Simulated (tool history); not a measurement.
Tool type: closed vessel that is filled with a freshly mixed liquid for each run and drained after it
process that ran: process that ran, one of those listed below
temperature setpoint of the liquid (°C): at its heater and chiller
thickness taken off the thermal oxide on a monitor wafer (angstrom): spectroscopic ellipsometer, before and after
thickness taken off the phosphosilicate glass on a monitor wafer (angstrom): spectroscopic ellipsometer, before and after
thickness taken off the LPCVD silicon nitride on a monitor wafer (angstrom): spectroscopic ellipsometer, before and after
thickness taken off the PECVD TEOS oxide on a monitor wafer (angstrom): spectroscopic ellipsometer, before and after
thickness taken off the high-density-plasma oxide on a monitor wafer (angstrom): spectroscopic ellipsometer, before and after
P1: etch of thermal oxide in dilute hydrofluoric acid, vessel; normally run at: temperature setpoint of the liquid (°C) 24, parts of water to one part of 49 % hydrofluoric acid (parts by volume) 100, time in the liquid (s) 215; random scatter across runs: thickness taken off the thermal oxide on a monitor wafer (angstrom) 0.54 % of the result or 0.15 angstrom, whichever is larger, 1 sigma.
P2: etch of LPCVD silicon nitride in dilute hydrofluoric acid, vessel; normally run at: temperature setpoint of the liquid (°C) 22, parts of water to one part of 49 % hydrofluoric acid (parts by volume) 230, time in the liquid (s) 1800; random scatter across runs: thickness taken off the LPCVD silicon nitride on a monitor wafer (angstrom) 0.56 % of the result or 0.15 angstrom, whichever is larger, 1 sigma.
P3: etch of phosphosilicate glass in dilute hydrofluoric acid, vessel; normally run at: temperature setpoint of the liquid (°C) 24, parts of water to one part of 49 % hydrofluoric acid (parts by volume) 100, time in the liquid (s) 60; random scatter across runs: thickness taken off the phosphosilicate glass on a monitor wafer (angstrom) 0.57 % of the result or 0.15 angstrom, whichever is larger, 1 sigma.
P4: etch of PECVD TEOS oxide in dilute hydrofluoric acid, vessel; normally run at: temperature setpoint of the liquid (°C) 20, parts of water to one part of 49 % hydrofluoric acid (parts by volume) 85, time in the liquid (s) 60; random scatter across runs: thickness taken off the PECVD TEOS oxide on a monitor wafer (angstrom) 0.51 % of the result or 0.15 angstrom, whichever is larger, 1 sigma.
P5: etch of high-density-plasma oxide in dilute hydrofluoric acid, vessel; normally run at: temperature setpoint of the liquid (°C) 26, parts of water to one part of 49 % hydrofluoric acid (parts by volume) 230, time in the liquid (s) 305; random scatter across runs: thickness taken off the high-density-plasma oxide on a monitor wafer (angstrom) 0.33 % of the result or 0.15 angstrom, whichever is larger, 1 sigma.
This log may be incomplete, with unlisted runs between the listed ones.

run   hour  process that ran  temperature setpoint of the liquid (°C)  parts of water to one part of 49 % hydrofluoric acid (parts by volume)  time in the liquid (s)  thickness taken off the thermal oxide on a monitor wafer (angstrom)  thickness taken off the phosphosilicate glass on a monitor wafer (angstrom)  thickness taken off the LPCVD silicon nitride on a monitor wafer (angstrom)  thickness taken off the PECVD TEOS oxide on a monitor wafer (angstrom)  thickness taken off the high-density-plasma oxide on a monitor wafer (angstrom)
  1    6.3                P1                                       24                                                                     100                     215                                                               100.34
  2   11.8                P3                                       24                                                                      55                      60                                                                                                                                            975.54
  3   17.5                P3                                       24                                                                     100                      30                                                                                                                                            250.06
  4   22.2                P2                                       22                                                                     230                    1800                                                                                                                                                                                                                         41.715
  5   28.5                P1                                       24                                                                      25                      70                                                               144.87
  6   33.1                P1                                       24                                                                     100                     215                                                               100.54
  7     40                P4                                       20                                                                      85                      60                                                                                                                                                                                                                                                                                                 97.074
  8   43.9                P3                                       24                                                                     100                      60                                                                                                                                            500.45
  9   49.2                P1                                       19                                                                     100                      30                                                               11.413
      52.2  -- thermometer replaced
 10   53.1                P1                                       24                                                                     100                     370                                                               174.14
 11   58.5                P1                                       24                                                                     100                     215                                                               101.64
 12   65.4                P4                                       17                                                                      85                      60                                                                                                                                                                                                                                                                                                 85.971
 13     72                P1                                       24                                                                      25                     215                                                               447.45
 14   77.6                P2                                       22                                                                     230                     995                                                                                                                                                                                                                         23.239
 15   83.8                P2                                       22                                                                     230                    1800                                                                                                                                                                                                                         41.573
 16   89.9                P3                                       24                                                                     100                      60                                                                                                                                            503.62
 17   96.9                P5                                       26                                                                     230                     565                                                                                                                                                                                                                                                                                                                                                                                  132.35
 18  102.1                P1                                       24                                                                     100                     215                                                               99.653
 19    106                P1                                       17                                                                     100                     215                                                               75.123
 20  110.7                P5                                     30.5                                                                     230                     305                                                                                                                                                                                                                                                                                                                                                                                  84.273
 21  114.3                P2                                       22                                                                     410                    1800                                                                                                                                                                                                                         23.408
 22  119.1                P1                                       24                                                                     170                     215                                                               54.168
 23  123.8                P4                                       20                                                                     120                      60                                                                                                                                                                                                                                                                                                 66.065
 24  130.4                P1                                       24                                                                     100                     215                                                               99.824
 25  134.6                P5                                       26                                                                      45                     305                                                                                                                                                                                                                                                                                                                                                                                  459.85
 26  139.5                P1                                       30                                                                     100                     215                                                               124.65
 27    145                P1                                       24                                                                     100                      35                                                               16.106
 28  149.7                P1                                       24                                                                     100                     215                                                               99.656
 29  153.2                P3                                     31.5                                                                     100                      60                                                                                                                                            671.54
 30  158.4                P5                                       26                                                                     230                     305                                                                                                                                                                                                                                                                                                                                                                                  71.699

What will run 31 give?
 31  163.6                P2                                       17                                                                     230                    1800                                                                                                                                                                                                                              ?

thickness taken off the LPCVD silicon nitride on a monitor wafer (angstrom): 30.151
